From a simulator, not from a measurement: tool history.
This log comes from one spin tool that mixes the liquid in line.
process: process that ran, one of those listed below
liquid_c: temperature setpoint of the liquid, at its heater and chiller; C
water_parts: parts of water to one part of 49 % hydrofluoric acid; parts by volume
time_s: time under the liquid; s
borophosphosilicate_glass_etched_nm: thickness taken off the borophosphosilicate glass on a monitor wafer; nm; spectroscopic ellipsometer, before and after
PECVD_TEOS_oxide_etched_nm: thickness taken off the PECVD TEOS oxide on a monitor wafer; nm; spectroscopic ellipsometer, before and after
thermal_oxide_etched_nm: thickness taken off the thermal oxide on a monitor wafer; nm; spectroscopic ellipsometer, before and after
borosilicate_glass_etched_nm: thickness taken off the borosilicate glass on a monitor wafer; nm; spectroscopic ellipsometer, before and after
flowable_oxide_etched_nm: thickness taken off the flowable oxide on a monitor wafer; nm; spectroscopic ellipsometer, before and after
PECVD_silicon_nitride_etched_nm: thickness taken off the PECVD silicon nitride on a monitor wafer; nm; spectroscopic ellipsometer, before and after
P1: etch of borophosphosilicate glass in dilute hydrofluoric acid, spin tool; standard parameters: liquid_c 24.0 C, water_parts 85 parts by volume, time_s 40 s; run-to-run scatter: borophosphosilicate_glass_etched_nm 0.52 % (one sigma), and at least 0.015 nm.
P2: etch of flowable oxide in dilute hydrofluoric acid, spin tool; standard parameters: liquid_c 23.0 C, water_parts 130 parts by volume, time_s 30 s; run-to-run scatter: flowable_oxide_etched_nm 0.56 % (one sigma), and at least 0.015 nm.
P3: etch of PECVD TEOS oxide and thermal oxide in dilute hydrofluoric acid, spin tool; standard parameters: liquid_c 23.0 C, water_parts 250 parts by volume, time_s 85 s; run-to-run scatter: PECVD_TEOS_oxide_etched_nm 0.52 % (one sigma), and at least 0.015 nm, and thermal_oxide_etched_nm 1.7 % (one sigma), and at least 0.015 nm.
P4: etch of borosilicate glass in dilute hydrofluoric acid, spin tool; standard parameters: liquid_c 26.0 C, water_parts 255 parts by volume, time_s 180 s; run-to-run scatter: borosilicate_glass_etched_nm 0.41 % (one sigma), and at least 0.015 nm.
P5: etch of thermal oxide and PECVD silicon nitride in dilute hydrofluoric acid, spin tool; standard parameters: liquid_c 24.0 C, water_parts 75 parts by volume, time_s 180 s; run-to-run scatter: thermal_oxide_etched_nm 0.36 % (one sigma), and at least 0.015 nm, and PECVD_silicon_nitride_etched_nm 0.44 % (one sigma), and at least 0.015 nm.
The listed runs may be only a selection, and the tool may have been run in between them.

| run | hour | process | liquid_c | water_parts | time_s | hours since the thermometer was replaced | hours since the hydrofluoric acid flow meter was replaced | borophosphosilicate_glass_etched_nm | PECVD_TEOS_oxide_etched_nm | thermal_oxide_etched_nm | borosilicate_glass_etched_nm | flowable_oxide_etched_nm | PECVD_silicon_nitride_etched_nm |
|---|---|---|---|---|---|---|---|---|---|---|---|---|---|
| 1 | 5.7 | P1 | 24.0 | 85 | 40 | 386.5 | 1257.8 | 27.4380 |  |  |  |  |  |
| 2 | 14.5 | P3 | 23.0 | 250 | 85 | 395.3 | 1266.6 |  | 8.0569 | 1.39210 |  |  |  |
| 3 | 19.8 | P4 | 22.0 | 255 | 180 | 400.6 | 1271.9 |  |  |  | 18.1590 |  |  |
| 4 | 26.2 | P2 | 23.0 | 130 | 60 | 407.0 | 1278.3 |  |  |  |  | 11.6070 |  |
| 5 | 32.9 | P1 | 24.0 | 85 | 40 | 413.7 | 1285.0 | 27.4350 |  |  |  |  |  |
| 6 | 40.7 | P1 | 17.5 | 85 | 40 | 421.5 | 1292.8 | 20.8400 |  |  |  |  |  |
| 7 | 49.2 | P5 | 24.0 | 75 | 180 | 430.0 | 1301.3 |  |  | 12.17900 |  |  | 7.0106 |
| 8 | 54.5 | P1 | 24.0 | 135 | 15 | 435.3 | 1306.6 | 6.0357 |  |  |  |  |  |
| 9 | 59.2 | P2 | 23.0 | 130 | 30 | 440.0 | 1311.3 |  |  |  |  | 5.8962 |  |
| 10 | 65.2 | P5 | 24.0 | 75 | 60 | 446.0 | 1317.3 |  |  | 4.05610 |  |  | 2.3666 |
| 11 | 69.7 | P1 | 24.0 | 85 | 15 | 450.5 | 1321.8 | 10.2760 |  |  |  |  |  |
| 12 | 77.5 | P5 | 24.0 | 20 | 180 | 458.3 | 1329.6 |  |  | 48.68500 |  |  | 25.3110 |
| 13 | 84.9 | P1 | 24.0 | 85 | 40 | 465.7 | 1337.0 | 27.2950 |  |  |  |  |  |
| 14 | 93.4 | P1 | 24.0 | 125 | 40 | 474.2 | 1345.5 | 17.9040 |  |  |  |  |  |
| 15 | 102.6 | P4 | 26.0 | 255 | 180 | 483.4 | 1354.7 |  |  |  | 20.9290 |  |  |
| 16 | 108.7 | P5 | 18.5 | 75 | 180 | 489.5 | 1360.8 |  |  | 9.73560 |  |  | 4.8276 |
| 17 | 116.2 | P2 | 23.0 | 130 | 30 | 497.0 | 1368.3 |  |  |  |  | 5.9148 |  |
| 18 | 121.5 | P1 | 24.0 | 85 | 75 | 502.3 | 1373.6 | 51.1780 |  |  |  |  |  |
| 19 | 130.2 | P4 | 26.0 | 75 | 180 | 511.0 | 1382.3 |  |  |  | 88.1130 |  |  |
| 20 | 134.4 | P2 | 17.0 | 130 | 30 | 515.2 | 1386.5 |  |  |  |  | 4.6524 |  |
| 21 | 142.2 | P3 | 23.0 | 380 | 85 | 523.0 | 1394.3 |  | 4.6503 | 0.77446 |  |  |  |
| 22 | 150.3 | P1 | 24.0 | 35 | 40 | 531.1 | 1402.4 | 70.8560 |  |  |  |  |  |
| 23 | 158.8 | P3 | 19.0 | 250 | 85 | 539.6 | 1410.9 |  | 6.8846 | 1.19250 |  |  |  |
| 24 | 162.8 | P4 | 26.0 | 255 | 15 | 543.6 | 1414.9 |  |  |  | 1.7471 |  |  |
| 25 | 168.4 | P3 | 23.0 | 250 | 40 | 549.2 | 1420.5 |  | 3.7809 | 0.65752 |  |  |  |
| 26 | 176.7 | P1 | 29.0 | 85 | 15 | 557.5 | 1428.8 | 12.4030 |  |  |  |  |  |
| 27 | 181.1 | P1 | 24.0 | 55 | 75 | 561.9 | 1433.2 | 81.9360 |  |  |  |  |  |
| 28 | 186.7 | P1 | 24.0 | 85 | 40 | 567.5 | 1438.8 | 27.4380 |  |  |  |  |  |
| 29 | 191.3 | P2 | 23.0 | 200 | 30 | 572.1 | 1443.4 |  |  |  |  | 3.5281 |  |
| 30 | 197.0 | P3 | 23.0 | 250 | 85 | 577.8 | 1449.1 |  | 8.0089 | 1.33620 |  |  |  |
| 31 | 201.9 | P1 | 29.5 | 85 | 40 | 582.7 | 1454.0 | 33.8400 |  |  |  |  |  |
| 32 | 209.6 | P1 | 24.0 | 85 | 40 | 590.4 | 1461.7 | 27.3990 |  |  |  |  |  |
| 33 | 216.0 | P1 | 24.0 | 85 | 40 | 596.8 | 1468.1 | 26.5780 |  |  |  |  |  |
| 34 | 224.9 | P1 | 24.0 | 85 | 40 | 605.7 | 1477.0 | 26.5360 |  |  |  |  |  |
| 35 | 233.6 | P1 | 24.0 | 85 | 40 | 614.4 | 1485.7 | 25.7600 |  |  |  |  |  |
| 36 | 240.3 | P1 | 24.0 | 85 | 40 | 621.1 | 1492.4 | 25.6770 |  |  |  |  |  |
| 37 | 246.1 | P1 | 24.0 | 85 | 40 | 626.9 | 1498.2 | 26.0290 |  |  |  |  |  |
| 38 | 254.2 | P1 | 24.0 | 85 | 40 | 635.0 | 1506.3 | 25.5820 |  |  |  |  |  |
| 39 | 261.2 | P1 | 24.0 | 85 | 40 | 642.0 | 1513.3 | 25.6320 |  |  |  |  |  |
| 40 | 267.9 | P1 | 24.0 | 85 | 40 | 648.7 | 1520.0 | 25.4990 |  |  |  |  |  |
| 41 | 274.2 | P1 | 24.0 | 85 | 40 | 655.0 | 1526.3 | 25.6270 |  |  |  |  |  |
| 42 | 279.5 | P1 | 24.0 | 85 | 40 | 660.3 | 1531.6 | 25.6750 |  |  |  |  |  |

What P1 gives has crept off from where it sat before. The 2 causes that follow fit the log equally well, each at the size noted:
A: liquid colder than its thermometer reads (K) = 1.6
B: hydrofluoric acid flow below the setpoint (%) = 5.63
Onset of the creep was near hour 209.6.

Question marks stand in for the results of the 4 check runs listed below, each run on one wafer. Under which run would the listed causes show clearly different results?
| check 1 | 284.8 | P5 | 19.0 | 20 | 180 |  |  |  |  | ? |  |  | ? |
| check 2 | 284.8 | P3 | 20.0 | 250 | 85 |  |  |  | ? | ? |  |  |  |
| check 3 | 284.8 | P2 | 19.5 | 130 | 55 |  |  |  |  |  |  | ? |  |
| check 4 | 284.8 | P4 | 26.0 | 115 | 60 |  |  |  |  |  | ? |  |  |

Expected result of each check under each candidate cause:
| check | result | if A | if B |
|---|---|---|---|
| check 1 | thermal_oxide_etched_nm | 36.91400 | 37.33200 |
| check 1 | PECVD_silicon_nitride_etched_nm | 15.9280 | 16.9020 |
| check 2 | PECVD_TEOS_oxide_etched_nm | 6.7401 | 6.6653 |
| check 2 | thermal_oxide_etched_nm | 1.16290 | 1.15000 |
| check 3 | flowable_oxide_etched_nm | 8.7773 | 8.7698 |
| check 4 | borosilicate_glass_etched_nm | 17.0830 | 17.0050 |
Minimum pairwise separation of causes per check, each pair taken at its best-separating result: check 1 5.93 %; check 2 1.12 %; check 3 0.09 %; check 4 0.45 %
Check 1 tells the causes apart: in the others they would give nearly the same result.

Check 1 has now been run. It gave: thermal_oxide_etched_nm 37.37500 nm; PECVD_silicon_nitride_etched_nm 16.8950 nm. Which of the candidate causes is it?

It is B: hydrofluoric acid flow below the setpoint (%).
